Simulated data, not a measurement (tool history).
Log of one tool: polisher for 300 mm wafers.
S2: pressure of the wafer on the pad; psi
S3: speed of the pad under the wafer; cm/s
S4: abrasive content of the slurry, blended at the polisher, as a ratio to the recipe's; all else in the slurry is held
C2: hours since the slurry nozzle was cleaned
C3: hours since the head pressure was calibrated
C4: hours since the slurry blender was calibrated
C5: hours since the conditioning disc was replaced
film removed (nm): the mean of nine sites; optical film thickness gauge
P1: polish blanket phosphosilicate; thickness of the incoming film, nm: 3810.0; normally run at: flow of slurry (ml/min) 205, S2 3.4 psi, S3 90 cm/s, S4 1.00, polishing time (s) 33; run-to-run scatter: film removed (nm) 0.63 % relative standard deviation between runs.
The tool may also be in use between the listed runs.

Run 1, hour 8.9: flow of slurry (ml/min) 205, S2 3.4 psi, S3 90 cm/s, S4 1.00, polishing time (s) 33; wafers polished on this pad 504; C2 171.6; C3 270.3; C4 86.5; C5 233.6. Result: film removed (nm) 329.57.
Run 2, hour 22.8: flow of slurry (ml/min) 205, S2 3.4 psi, S3 40 cm/s, S4 1.00, polishing time (s) 33; wafers polished on this pad 601; C2 185.5; C3 284.2; C4 100.4; C5 247.5. Result: film removed (nm) 171.49.
Run 3, hour 32.5: flow of slurry (ml/min) 155, S2 3.4 psi, S3 90 cm/s, S4 1.00, polishing time (s) 43; wafers polished on this pad 669; C2 195.2; C3 293.9; C4 110.1; C5 257.2. Result: film removed (nm) 409.06.
At hour 41.5: slurry blender recalibrated.
Run 4, hour 48.3: flow of slurry (ml/min) 205, S2 3.4 psi, S3 90 cm/s, S4 1.00, polishing time (s) 46; wafers polished on this pad 779; C2 211.0; C3 309.7; C4 6.8; C5 273.0. Result: film removed (nm) 461.10.
Run 5, hour 60.5: flow of slurry (ml/min) 205, S2 4.8 psi, S3 90 cm/s, S4 1.00, polishing time (s) 33; wafers polished on this pad 864; C2 223.2; C3 321.9; C4 19.0; C5 285.2. Result: film removed (nm) 468.15.
Run 6, hour 70.3: flow of slurry (ml/min) 205, S2 1.5 psi, S3 90 cm/s, S4 1.00, polishing time (s) 33; wafers polished on this pad 933; C2 233.0; C3 331.7; C4 28.8; C5 295.0. Result: film removed (nm) 148.10.
Run 7, hour 81.0: flow of slurry (ml/min) 205, S2 3.4 psi, S3 90 cm/s, S4 1.00, polishing time (s) 33; wafers polished on this pad 1008; C2 243.7; C3 342.4; C4 39.5; C5 305.7. Result: film removed (nm) 332.16.
Run 8, hour 93.4: flow of slurry (ml/min) 205, S2 3.4 psi, S3 90 cm/s, S4 1.00, polishing time (s) 33; wafers polished on this pad 1094; C2 256.1; C3 354.8; C4 51.9; C5 318.1. Result: film removed (nm) 330.18.
Run 9, hour 110.7: flow of slurry (ml/min) 205, S2 3.4 psi, S3 90 cm/s, S4 1.35, polishing time (s) 33; wafers polished on this pad 1215; C2 273.4; C3 372.1; C4 69.2; C5 335.4. Result: film removed (nm) 379.18.
Run 10, hour 121.6: flow of slurry (ml/min) 205, S2 3.4 psi, S3 90 cm/s, S4 0.70, polishing time (s) 33; wafers polished on this pad 1292; C2 284.3; C3 383.0; C4 80.1; C5 346.3. Result: film removed (nm) 280.38.
Run 11, hour 130.4: flow of slurry (ml/min) 205, S2 3.4 psi, S3 142 cm/s, S4 1.00, polishing time (s) 33; wafers polished on this pad 1353; C2 293.1; C3 391.8; C4 88.9; C5 355.1. Result: film removed (nm) 482.81.
Run 12, hour 146.2: flow of slurry (ml/min) 205, S2 3.4 psi, S3 90 cm/s, S4 1.00, polishing time (s) 33; wafers polished on this pad 1464; C2 308.9; C3 407.6; C4 104.7; C5 370.9. Result: film removed (nm) 328.57.
Run 13, hour 155.0: flow of slurry (ml/min) 205, S2 3.4 psi, S3 90 cm/s, S4 1.00, polishing time (s) 33; wafers polished on this pad 1525; C2 317.7; C3 416.4; C4 113.5; C5 379.7. Result: film removed (nm) 332.11.
Run 14, hour 173.5: flow of slurry (ml/min) 125, S2 3.4 psi, S3 90 cm/s, S4 1.00, polishing time (s) 33; wafers polished on this pad 1654; C2 336.2; C3 434.9; C4 132.0; C5 398.2. Result: film removed (nm) 301.19.
Run 15, hour 185.5: flow of slurry (ml/min) 205, S2 3.4 psi, S3 52 cm/s, S4 1.35, polishing time (s) 33; wafers polished on this pad 1738; C2 348.2; C3 446.9; C4 144.0; C5 410.2. Result: film removed (nm) 242.25.
Run 16, hour 200.4: flow of slurry (ml/min) 205, S2 3.4 psi, S3 90 cm/s, S4 1.00, polishing time (s) 33; wafers polished on this pad 1843; C2 363.1; C3 461.8; C4 158.9; C5 425.1. Result: film removed (nm) 331.06.
Run 17, hour 219.3: flow of slurry (ml/min) 295, S2 3.4 psi, S3 90 cm/s, S4 1.00, polishing time (s) 33; wafers polished on this pad 1975; C2 382.0; C3 480.7; C4 177.8; C5 444.0. Result: film removed (nm) 343.77.
Run 18, hour 230.7: flow of slurry (ml/min) 205, S2 3.4 psi, S3 90 cm/s, S4 1.00, polishing time (s) 20; wafers polished on this pad 2054; C2 393.4; C3 492.1; C4 189.2; C5 455.4. Result: film removed (nm) 201.03.
Run 19, hour 249.0: flow of slurry (ml/min) 205, S2 3.4 psi, S3 90 cm/s, S4 1.00, polishing time (s) 33; wafers polished on this pad 2182; C2 411.7; C3 510.4; C4 207.5; C5 473.7. Result: film removed (nm) 328.59.
Run 20, hour 259.0: flow of slurry (ml/min) 205, S2 3.4 psi, S3 90 cm/s, S4 1.00, polishing time (s) 33; wafers polished on this pad 2252; C2 421.7; C3 520.4; C4 217.5; C5 483.7. Result: film removed (nm) 328.34.
Run 21, hour 272.7: flow of slurry (ml/min) 205, S2 3.4 psi, S3 90 cm/s, S4 1.00, polishing time (s) 33; wafers polished on this pad 2348; C2 435.4; C3 534.1; C4 231.2; C5 497.4. Result: film removed (nm) 323.18.
Run 22, hour 291.5: flow of slurry (ml/min) 205, S2 3.4 psi, S3 90 cm/s, S4 1.00, polishing time (s) 33; wafers polished on this pad 2480; C2 454.2; C3 552.9; C4 250.0; C5 516.2. Result: film removed (nm) 314.89.
Run 23, hour 307.2: flow of slurry (ml/min) 205, S2 3.4 psi, S3 90 cm/s, S4 1.00, polishing time (s) 33; wafers polished on this pad 2589; C2 469.9; C3 568.6; C4 265.7; C5 531.9. Result: film removed (nm) 311.54.
At hour 308.3: worn pad replaced by a new one.
Run 24, hour 324.6: flow of slurry (ml/min) 205, S2 3.4 psi, S3 90 cm/s, S4 1.00, polishing time (s) 33; wafers polished on this pad 114; C2 487.3; C3 586.0; C4 283.1; C5 549.3. Result: film removed (nm) 314.33.
Run 25, hour 333.3: flow of slurry (ml/min) 205, S2 3.4 psi, S3 90 cm/s, S4 1.00, polishing time (s) 33; wafers polished on this pad 175; C2 496.0; C3 594.7; C4 291.8; C5 558.0. Result: film removed (nm) 305.18.
Run 26, hour 347.7: flow of slurry (ml/min) 205, S2 3.4 psi, S3 90 cm/s, S4 1.00, polishing time (s) 33; wafers polished on this pad 275; C2 510.4; C3 609.1; C4 306.2; C5 572.4. Result: film removed (nm) 308.01.
At hour 354.9: conditioning disc replaced and pad reconditioned.
At hour 356.9: head pressure recalibrated.
Run 27, hour 362.3: flow of slurry (ml/min) 205, S2 3.4 psi, S3 90 cm/s, S4 1.00, polishing time (s) 33; wafers polished on this pad 377; C2 525.0; C3 5.5; C4 320.8; C5 7.5. Result: film removed (nm) 305.80.
Run 28, hour 380.7: flow of slurry (ml/min) 205, S2 3.4 psi, S3 90 cm/s, S4 1.00, polishing time (s) 33; wafers polished on this pad 506; C2 543.4; C3 23.9; C4 339.2; C5 25.9. Result: film removed (nm) 302.98.
Run 29, hour 397.8: flow of slurry (ml/min) 205, S2 3.4 psi, S3 90 cm/s, S4 1.00, polishing time (s) 33; wafers polished on this pad 626; C2 560.5; C3 41.0; C4 356.3; C5 43.0. Result: film removed (nm) 307.37.

P1 no longer gives what it gave before; its output has crept away from where it was. The following 2 causes, each at its listed size, fit the log equally well:
A: slurry flow missing at the pad, % = 38.9
B: abrasive missing from the slurry, % = 15.6
The process output started creeping at around hour 249.0.
Each remaining cause and why it is not a fit:
removal rate lost through wear of the pad, %: was serviced at hour 308.3, once the creep was under way, yet the earlier output never came back
head's pressure below its setpoint, %: was serviced at hour 356.9, once the creep was under way, yet the earlier output never came back
time polished since the conditioner stopped cutting, s: was serviced at hour 354.9, once the creep was under way, yet the earlier output never came back

Consider the 4 check runs below, whose results appear as question marks and each of which averages 5 wafers. Which one distinguishes the causes, in that each cause would give it a clearly different result?
Run check 1, hour 414.9: flow of slurry (ml/min) 295, S2 3.4 psi, S3 120 cm/s, S4 1.00, polishing time (s) 33. Result: film removed (nm) ?.
Run check 2, hour 414.9: flow of slurry (ml/min) 205, S2 4.8 psi, S3 134 cm/s, S4 1.00, polishing time (s) 33. Result: film removed (nm) ?.
Run check 3, hour 414.9: flow of slurry (ml/min) 205, S2 1.8 psi, S3 58 cm/s, S4 1.00, polishing time (s) 33. Result: film removed (nm) ?.
Run check 4, hour 414.9: flow of slurry (ml/min) 205, S2 3.4 psi, S3 42 cm/s, S4 1.00, polishing time (s) 25. Result: film removed (nm) ?.

Predicted outcomes, by check and by cause:
  check             result    if A    if B
check 1  film removed (nm)  409.18  399.82
check 2  film removed (nm)  592.35  592.48
check 3  film removed (nm)  113.68  113.70
check 4  film removed (nm)  125.65  125.68
How far apart the two closest causes lie, in the result that separates them most: check 1 2.31 %; check 2 0.02 %; check 3 0.02 %; check 4 0.02 %
The causes can be told apart only by check 1. The other checks would give nearly the same results under each of them.

The results of check 1 are: film removed (nm) 409.42. Based on these, which of the listed causes is it?

A is the cause: slurry flow missing at the pad, %.
